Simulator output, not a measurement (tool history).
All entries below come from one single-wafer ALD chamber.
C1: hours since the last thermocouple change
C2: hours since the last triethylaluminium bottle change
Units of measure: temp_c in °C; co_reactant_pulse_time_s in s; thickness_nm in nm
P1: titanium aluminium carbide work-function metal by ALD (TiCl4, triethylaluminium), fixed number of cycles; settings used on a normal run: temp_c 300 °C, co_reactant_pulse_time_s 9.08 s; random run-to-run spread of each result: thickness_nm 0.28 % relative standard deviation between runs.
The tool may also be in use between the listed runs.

Run 1, hour 10.1: temp_c 300 °C, co_reactant_pulse_time_s 9.08 s; C1 497.4; C2 1083.1. Result: thickness_nm 1.933 nm.
Run 2, hour 23: temp_c 278 °C, co_reactant_pulse_time_s 9.08 s; C1 510.3; C2 1096. Result: thickness_nm 1.7408 nm.
Run 3, hour 36.8: temp_c 300 °C, co_reactant_pulse_time_s 9.08 s; C1 524.1; C2 1109.8. Result: thickness_nm 1.9377 nm.
Run 4, hour 49: temp_c 300 °C, co_reactant_pulse_time_s 13.73 s; C1 536.3; C2 1122. Result: thickness_nm 2.0017 nm.
Run 5, hour 61.7: temp_c 317 °C, co_reactant_pulse_time_s 9.08 s; C1 549; C2 1134.7. Result: thickness_nm 2.0693 nm.
Run 6, hour 74.3: temp_c 300 °C, co_reactant_pulse_time_s 9.08 s; C1 561.6; C2 1147.3. Result: thickness_nm 1.9258 nm.
Run 7, hour 85.7: temp_c 300 °C, co_reactant_pulse_time_s 9.08 s; C1 573; C2 1158.7. Result: thickness_nm 1.9358 nm.
Run 8, hour 97: temp_c 300 °C, co_reactant_pulse_time_s 3.58 s; C1 584.3; C2 1170. Result: thickness_nm 1.4417 nm.
Run 9, hour 106.1: temp_c 278 °C, co_reactant_pulse_time_s 13.34 s; C1 593.4; C2 1179.1. Result: thickness_nm 1.8092 nm.
Run 10, hour 113.6: temp_c 300 °C, co_reactant_pulse_time_s 9.08 s; C1 600.9; C2 1186.6. Result: thickness_nm 1.9338 nm.
Run 11, hour 125.9: temp_c 300 °C, co_reactant_pulse_time_s 9.08 s; C1 613.2; C2 1198.9. Result: thickness_nm 1.9191 nm.
Run 12, hour 134.5: temp_c 300 °C, co_reactant_pulse_time_s 9.08 s; C1 621.8; C2 1207.5. Result: thickness_nm 1.9219 nm.
Run 13, hour 143.5: temp_c 300 °C, co_reactant_pulse_time_s 9.08 s; C1 630.8; C2 1216.5. Result: thickness_nm 1.9227 nm.
Run 14, hour 150.5: temp_c 300 °C, co_reactant_pulse_time_s 9.08 s; C1 637.8; C2 1223.5. Result: thickness_nm 1.911 nm.
Run 15, hour 159.2: temp_c 300 °C, co_reactant_pulse_time_s 9.08 s; C1 646.5; C2 1232.2. Result: thickness_nm 1.9035 nm.
Run 16, hour 167.1: temp_c 300 °C, co_reactant_pulse_time_s 9.08 s; C1 654.4; C2 1240.1. Result: thickness_nm 1.915 nm.
Run 17, hour 177.4: temp_c 300 °C, co_reactant_pulse_time_s 9.08 s; C1 664.7; C2 1250.4. Result: thickness_nm 1.9078 nm.
Run 18, hour 185.7: temp_c 300 °C, co_reactant_pulse_time_s 9.08 s; C1 673; C2 1258.7. Result: thickness_nm 1.9119 nm.
Run 19, hour 197.8: temp_c 300 °C, co_reactant_pulse_time_s 9.08 s; C1 685.1; C2 1270.8. Result: thickness_nm 1.8961 nm.
Run 20, hour 209: temp_c 300 °C, co_reactant_pulse_time_s 9.08 s; C1 696.3; C2 1282. Result: thickness_nm 1.8977 nm.
Run 21, hour 222.6: temp_c 300 °C, co_reactant_pulse_time_s 9.08 s; C1 709.9; C2 1295.6. Result: thickness_nm 1.9021 nm.

Something has made what P1 gives creep away from where it was; the 2 causes below, each at its own stated size, fit the log equally well:
A: triethylaluminium dose below that of a fresh bottle (%) = 9.17
B: wafer temperature below the value expected at the setpoint (K) = 3.5
Creep in the process output first set in at about hour 134.5.

Consider the 4 single-wafer check runs listed below, results given as question marks: which one distinguishes between the causes by giving clearly different results for each?
Run check 1, hour 236.2: temp_c 312 °C, co_reactant_pulse_time_s 9.08 s. Result: thickness_nm ?.
Run check 2, hour 236.2: temp_c 280 °C, co_reactant_pulse_time_s 9.08 s. Result: thickness_nm ?.
Run check 3, hour 236.2: temp_c 308 °C, co_reactant_pulse_time_s 5.33 s. Result: thickness_nm ?.
Run check 4, hour 236.2: temp_c 288 °C, co_reactant_pulse_time_s 9.08 s. Result: thickness_nm ?.

What each check would give under each cause:
  check        result    if A    if B
check 1  thickness_nm  2.0009  2.0021
check 2  thickness_nm  1.7375  1.7356
check 3  thickness_nm  1.6956  1.7307
check 4  thickness_nm  1.8026  1.8015
Distance between the nearest two causes, measured in the result of the check that separates them most: check 1 0.06 %; check 2 0.11 %; check 3 2.05 %; check 4 0.07 %
Only check 3 tells the causes apart: in the others they would give nearly the same result.

Then check 3 was run and gave: thickness_nm 1.6987 nm. Which cause is it?

It was cause A: triethylaluminium dose below that of a fresh bottle (%).
